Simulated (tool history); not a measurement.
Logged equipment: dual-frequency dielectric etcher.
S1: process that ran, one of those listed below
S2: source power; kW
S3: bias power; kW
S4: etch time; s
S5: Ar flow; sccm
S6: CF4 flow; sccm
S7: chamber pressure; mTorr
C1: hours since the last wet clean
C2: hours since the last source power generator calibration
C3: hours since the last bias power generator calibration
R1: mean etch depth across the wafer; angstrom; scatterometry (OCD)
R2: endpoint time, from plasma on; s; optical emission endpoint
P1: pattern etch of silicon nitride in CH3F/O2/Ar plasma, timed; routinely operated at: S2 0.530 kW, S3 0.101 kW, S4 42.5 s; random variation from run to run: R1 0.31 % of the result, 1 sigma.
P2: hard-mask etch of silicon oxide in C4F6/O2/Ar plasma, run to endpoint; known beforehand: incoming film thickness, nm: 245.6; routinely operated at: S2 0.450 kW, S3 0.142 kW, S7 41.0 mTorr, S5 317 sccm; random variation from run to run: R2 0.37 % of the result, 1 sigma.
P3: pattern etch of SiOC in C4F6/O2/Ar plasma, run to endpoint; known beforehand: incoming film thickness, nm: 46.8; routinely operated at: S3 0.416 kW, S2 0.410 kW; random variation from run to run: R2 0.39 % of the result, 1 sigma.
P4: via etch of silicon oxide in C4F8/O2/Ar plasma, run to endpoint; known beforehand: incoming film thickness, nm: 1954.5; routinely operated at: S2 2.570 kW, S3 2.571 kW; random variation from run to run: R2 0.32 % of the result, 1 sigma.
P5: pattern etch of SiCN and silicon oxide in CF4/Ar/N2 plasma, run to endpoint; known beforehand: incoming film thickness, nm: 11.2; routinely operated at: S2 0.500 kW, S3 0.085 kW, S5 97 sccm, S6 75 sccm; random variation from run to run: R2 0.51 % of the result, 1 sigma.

run 1 hour=8.7 | S1=P1 S2=0.530 S3=0.101 S4=42.5 | C1=66.5 C2=733.5 C3=1317.0 | R1=388.13
run 2 hour=15.9 | S1=P3 S2=0.410 S3=0.297 | C1=73.7 C2=740.7 C3=1324.2 | R2=18.789
run 3 hour=22.7 | S1=P3 S2=0.260 S3=0.416 | C1=80.5 C2=747.5 C3=1331.0 | R2=19.765
run 4 hour=31.7 | S1=P5 S2=0.500 S3=0.085 S5=120 S6=75 | C1=89.5 C2=756.5 C3=1340.0 | R2=11.597
run 5 hour=38.0 | S1=P4 S2=2.570 S3=2.571 | C1=95.8 C2=762.8 C3=1346.3 | R2=326.620
run 6 hour=43.7 | S1=P1 S2=0.530 S3=0.101 S4=42.5 | C1=101.5 C2=768.5 C3=1352.0 | R1=386.94
run 7 hour=52.8 | S1=P2 S2=0.290 S3=0.142 S5=317 S7=41.0 | C1=110.6 C2=777.6 C3=1361.1 | R2=99.693
run 8 hour=59.1 | S1=P5 S2=0.500 S3=0.085 S5=97 S6=75 | C1=116.9 C2=783.9 C3=1367.4 | R2=11.283
run 9 hour=66.9 | S1=P5 S2=0.330 S3=0.085 S5=97 S6=75 | C1=124.7 C2=791.7 C3=1375.2 | R2=16.023
run 10 hour=76.6 | S1=P2 S2=0.450 S3=0.142 S5=254 S7=41.0 | C1=134.4 C2=801.4 C3=1384.9 | R2=81.581
run 11 hour=83.2 | S1=P2 S2=0.450 S3=0.142 S5=317 S7=41.0 | C1=141.0 C2=808.0 C3=1391.5 | R2=84.390
run 12 hour=89.6 | S1=P1 S2=0.530 S3=0.101 S4=62.0 | C1=147.4 C2=814.4 C3=1397.9 | R1=562.62
run 13 hour=97.9 | S1=P1 S2=0.530 S3=0.101 S4=42.5 | C1=155.7 C2=822.7 C3=1406.2 | R1=386.07
run 14 hour=105.2 | S1=P2 S2=0.450 S3=0.142 S5=317 S7=55.5 | C1=163.0 C2=830.0 C3=1413.5 | R2=87.020
run 15 hour=112.9 | S1=P1 S2=0.530 S3=0.077 S4=26.5 | C1=170.7 C2=837.7 C3=1421.2 | R1=219.32
run 16 hour=118.9 | S1=P2 S2=0.450 S3=0.142 S5=317 S7=41.0 | C1=176.7 C2=843.7 C3=1427.2 | R2=84.459
run 17 hour=125.0 | S1=P4 S2=2.570 S3=2.571 | C1=182.8 C2=849.8 C3=1433.3 | R2=326.720
run 18 hour=133.4 | S1=P1 S2=0.630 S3=0.120 S4=42.5 | C1=191.2 C2=858.2 C3=1441.7 | R1=437.69
run 19 hour=143.3 | S1=P1 S2=0.370 S3=0.101 S4=42.5 | C1=201.1 C2=868.1 C3=1451.6 | R1=336.83
run 20 hour=151.8 | S1=P5 S2=0.500 S3=0.052 S5=97 S6=75 | C1=209.6 C2=876.6 C3=1460.1 | R2=13.162
run 21 hour=159.5 | S1=P1 S2=0.530 S3=0.121 S4=42.5 | C1=217.3 C2=884.3 C3=1467.8 | R1=410.51
run 22 hour=164.9 | S1=P1 S2=0.530 S3=0.101 S4=42.5 | C1=222.7 C2=889.7 C3=1473.2 | R1=384.62
run 23 hour=172.3 | S1=P1 S2=0.680 S3=0.101 S4=42.5 | C1=230.1 C2=897.1 C3=1480.6 | R1=423.11
run 24 hour=178.9 | S1=P3 S2=0.410 S3=0.416 | C1=236.7 C2=903.7 C3=1487.2 | R2=16.697
run 25 hour=185.5 | S1=P5 S2=0.500 S3=0.085 S5=97 S6=105 | C1=243.3 C2=910.3 C3=1493.8 | R2=10.760
run 26 hour=194.2 | S1=P1 S2=0.530 S3=0.101 S4=23.5 | C1=252.0 C2=919.0 C3=1502.5 | R1=212.72
run 27 hour=200.5 | S1=P1 S2=0.530 S3=0.079 S4=42.5 | C1=258.3 C2=925.3 C3=1508.8 | R1=354.37
run 28 hour=207.5 | S1=P2 S2=0.450 S3=0.184 S5=317 S7=41.0 | C1=265.3 C2=932.3 C3=1515.8 | R2=77.959
run 29 hour=213.6 | S1=P4 S2=1.590 S3=2.571 | C1=271.4 C2=938.4 C3=1521.9 | R2=393.950
run 30 hour=221.5 | S1=P4 S2=2.570 S3=3.589 | C1=279.3 C2=946.3 C3=1529.8 | R2=293.600
run 31 hour=228.4 | S1=P1 S2=0.530 S3=0.101 S4=42.5 | C1=286.2 C2=953.2 C3=1536.7 | R1=386.03
run 32 hour=233.0 | S1=P1 S2=0.530 S3=0.101 S4=42.5 | C1=290.8 C2=957.8 C3=1541.3 | R1=383.90
run 33 hour=241.3 | S1=P1 S2=0.530 S3=0.101 S4=42.5 | C1=299.1 C2=966.1 C3=1549.6 | R1=380.88
run 34 hour=246.1 | S1=P1 S2=0.530 S3=0.101 S4=42.5 | C1=303.9 C2=970.9 C3=1554.4 | R1=380.43
-- hour=254.0 wet clean of the chamber
run 35 hour=255.3 | S1=P1 S2=0.530 S3=0.101 S4=42.5 | C1=1.4 C2=980.1 C3=1563.6 | R1=381.45
run 36 hour=259.9 | S1=P1 S2=0.530 S3=0.101 S4=42.5 | C1=6.0 C2=984.7 C3=1568.2 | R1=380.91
run 37 hour=268.8 | S1=P1 S2=0.530 S3=0.101 S4=42.5 | C1=14.9 C2=993.6 C3=1577.1 | R1=379.84

What P1 gives has crept away from where it was. These 2 causes fit the log equally well, each at the size given:
A: bias power that arrives under what is set, % = 4.78
B: source power that arrives under what is set, % = 4.6
Onset of the creep was near hour 228.4.
All other causes, with the reason each is excluded:
chamber walls in a state that lowers the etch rate, %: was serviced at hour 254.0, once the creep was under way, yet the earlier output never came back

Which of the check runs below tells the causes apart, meaning the causes would give it clearly different results? Each run uses 3 wafers whose results are averaged, and each result is shown as a question mark.
run check 1 hour=277.7 | S1=P4 S2=1.690 S3=3.523 | R2=?
run check 2 hour=277.7 | S1=P5 S2=0.500 S3=0.085 S5=116 S6=75 | R2=?
run check 3 hour=277.7 | S1=P3 S2=0.270 S3=0.298 | R2=?
run check 4 hour=277.7 | S1=P2 S2=0.450 S3=0.171 S5=317 S7=52.0 | R2=?

Predicted outcomes, by check and by cause:
check=check_1 result=R2 if_A=353.100 if_B=353.930
check=check_2 result=R2 if_A=11.726 if_B=12.014
check=check_3 result=R2 if_A=22.429 if_B=22.441
check=check_4 result=R2 if_A=82.955 if_B=83.234
Distance between the nearest two causes, measured in the result of the check that separates them most: check 1 0.24 %; check 2 2.42 %; check 3 0.05 %; check 4 0.34 %
Check 2 tells the causes apart: in the others they would give nearly the same result.

Check 2 was carried out, with these results: R2 12.017 s. Which of the listed causes is responsible?

The cause is B: source power that arrives under what is set, %.
